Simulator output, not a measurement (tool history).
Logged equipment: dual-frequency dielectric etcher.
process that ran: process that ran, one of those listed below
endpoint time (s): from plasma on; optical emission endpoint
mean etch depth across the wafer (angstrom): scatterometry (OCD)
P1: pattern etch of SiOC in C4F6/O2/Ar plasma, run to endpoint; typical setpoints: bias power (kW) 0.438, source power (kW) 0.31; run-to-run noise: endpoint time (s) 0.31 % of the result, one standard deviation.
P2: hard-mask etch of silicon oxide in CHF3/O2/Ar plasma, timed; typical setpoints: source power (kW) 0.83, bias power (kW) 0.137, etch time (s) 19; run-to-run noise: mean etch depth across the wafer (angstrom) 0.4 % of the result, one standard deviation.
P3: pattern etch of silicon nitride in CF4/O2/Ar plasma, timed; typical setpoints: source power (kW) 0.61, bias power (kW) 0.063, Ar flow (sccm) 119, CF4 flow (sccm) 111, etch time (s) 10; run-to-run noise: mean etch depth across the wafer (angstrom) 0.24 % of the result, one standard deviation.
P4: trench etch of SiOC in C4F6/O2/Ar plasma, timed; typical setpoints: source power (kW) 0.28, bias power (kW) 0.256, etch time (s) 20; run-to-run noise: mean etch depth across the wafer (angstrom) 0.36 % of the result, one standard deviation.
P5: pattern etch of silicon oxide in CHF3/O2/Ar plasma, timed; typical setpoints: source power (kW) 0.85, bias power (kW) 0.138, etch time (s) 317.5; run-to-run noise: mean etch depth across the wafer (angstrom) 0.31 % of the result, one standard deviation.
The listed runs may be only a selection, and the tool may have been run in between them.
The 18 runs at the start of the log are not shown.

run,day,process that ran,bias power (kW),source power (kW),etch time (s),Ar flow (sccm),CF4 flow (sccm),endpoint time (s),mean etch depth across the wafer (angstrom)
19,5.725,P1,0.438,0.31,,,,16.374,
20,6.108,P3,0.088,0.61,10,119,111,,277.08
21,6.375,P2,0.137,0.83,19,,,,395.38
22,6.721,P1,0.438,0.31,,,,16.285,
23,6.938,P1,0.438,0.31,,,,16.256,
24,7.125,P3,0.063,0.43,10,119,111,,179.04
25,7.308,P4,0.182,0.28,20,,,,367.24
26,7.629,P3,0.063,0.61,10,119,111,,242.2
27,8.008,P1,0.438,0.43,,,,14.45,
28,8.188,P1,0.438,0.21,,,,18.719,
29,8.554,P1,0.606,0.31,,,,14.471,
30,8.862,P5,0.138,0.85,418,,,,8988.5
31,9.062,P4,0.256,0.28,11,,,,227.52
32,9.421,P3,0.063,0.61,10,77,111,,255.04
33,9.729,P2,0.137,0.83,10.5,,,,217.86
34,10.008,P1,0.438,0.31,,,,16.322,

Expected results for the next run?
35,10.254,P1,0.438,0.31,,,,?,

{"run 35": {"endpoint time (s)": 16.325}}
